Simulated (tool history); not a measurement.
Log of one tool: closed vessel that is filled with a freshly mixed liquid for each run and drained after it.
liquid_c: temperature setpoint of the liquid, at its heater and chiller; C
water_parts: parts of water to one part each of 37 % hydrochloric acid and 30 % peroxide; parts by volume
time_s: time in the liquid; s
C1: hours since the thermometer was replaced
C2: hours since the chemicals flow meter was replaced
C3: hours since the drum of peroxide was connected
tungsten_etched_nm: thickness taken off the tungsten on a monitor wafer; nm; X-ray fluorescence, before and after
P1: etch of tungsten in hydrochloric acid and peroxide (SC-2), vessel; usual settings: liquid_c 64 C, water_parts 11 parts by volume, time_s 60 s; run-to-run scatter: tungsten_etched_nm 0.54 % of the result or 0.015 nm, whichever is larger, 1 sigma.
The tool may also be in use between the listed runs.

Run 1, hour 4.3: liquid_c 64 C, water_parts 11 parts by volume, time_s 60 s; C1 1136.1; C2 988; C3 289.8. Result: tungsten_etched_nm 20.767 nm.
Run 2, hour 9.5: liquid_c 64 C, water_parts 11 parts by volume, time_s 60 s; C1 1141.3; C2 993.2; C3 295. Result: tungsten_etched_nm 20.912 nm.
Run 3, hour 16: liquid_c 64 C, water_parts 11 parts by volume, time_s 60 s; C1 1147.8; C2 999.7; C3 301.5. Result: tungsten_etched_nm 20.925 nm.
Run 4, hour 19.8: liquid_c 48.5 C, water_parts 11 parts by volume, time_s 35 s; C1 1151.6; C2 1003.5; C3 305.3. Result: tungsten_etched_nm 4.5293 nm.
Run 5, hour 24.2: liquid_c 64 C, water_parts 17 parts by volume, time_s 60 s; C1 1156; C2 1007.9; C3 309.7. Result: tungsten_etched_nm 14.261 nm.
Run 6, hour 30.8: liquid_c 52.5 C, water_parts 11 parts by volume, time_s 60 s; C1 1162.6; C2 1014.5; C3 316.3. Result: tungsten_etched_nm 10.106 nm.
Run 7, hour 35.3: liquid_c 64 C, water_parts 11 parts by volume, time_s 60 s; C1 1167.1; C2 1019; C3 320.8. Result: tungsten_etched_nm 20.78 nm.
Run 8, hour 38.1: liquid_c 64 C, water_parts 4 parts by volume, time_s 60 s; C1 1169.9; C2 1021.8; C3 323.6. Result: tungsten_etched_nm 45.118 nm.
Run 9, hour 42.9: liquid_c 72 C, water_parts 16 parts by volume, time_s 60 s; C1 1174.7; C2 1026.6; C3 328.4. Result: tungsten_etched_nm 24.455 nm.
Run 10, hour 47: liquid_c 72 C, water_parts 11 parts by volume, time_s 60 s; C1 1178.8; C2 1030.7; C3 332.5. Result: tungsten_etched_nm 33.672 nm.
Run 11, hour 50.3: liquid_c 55.5 C, water_parts 18.5 parts by volume, time_s 60 s; C1 1182.1; C2 1034; C3 335.8. Result: tungsten_etched_nm 7.7379 nm.
Run 12, hour 55.8: liquid_c 64 C, water_parts 11 parts by volume, time_s 60 s; C1 1187.6; C2 1039.5; C3 341.3. Result: tungsten_etched_nm 20.799 nm.
Run 13, hour 59.4: liquid_c 64 C, water_parts 11 parts by volume, time_s 30 s; C1 1191.2; C2 1043.1; C3 344.9. Result: tungsten_etched_nm 10.378 nm.
Run 14, hour 65.7: liquid_c 64 C, water_parts 11 parts by volume, time_s 60 s; C1 1197.5; C2 1049.4; C3 351.2. Result: tungsten_etched_nm 20.943 nm.
Run 15, hour 70.2: liquid_c 64 C, water_parts 11 parts by volume, time_s 110 s; C1 1202; C2 1053.9; C3 355.7. Result: tungsten_etched_nm 38.37 nm.
Run 16, hour 73.8: liquid_c 64 C, water_parts 11 parts by volume, time_s 60 s; C1 1205.6; C2 1057.5; C3 359.3. Result: tungsten_etched_nm 20.688 nm.
Run 17, hour 76.9: liquid_c 64 C, water_parts 11 parts by volume, time_s 60 s; C1 1208.7; C2 1060.6; C3 362.4. Result: tungsten_etched_nm 21.218 nm.
Run 18, hour 82.6: liquid_c 64 C, water_parts 11 parts by volume, time_s 60 s; C1 1214.4; C2 1066.3; C3 368.1. Result: tungsten_etched_nm 22.07 nm.

Forecast run 19:
Run 19, hour 87.5: liquid_c 64 C, water_parts 11 parts by volume, time_s 60 s; C1 1219.3; C2 1071.2; C3 373. Result: tungsten_etched_nm ?.

{"run 19": {"tungsten_etched_nm": 21.984}}
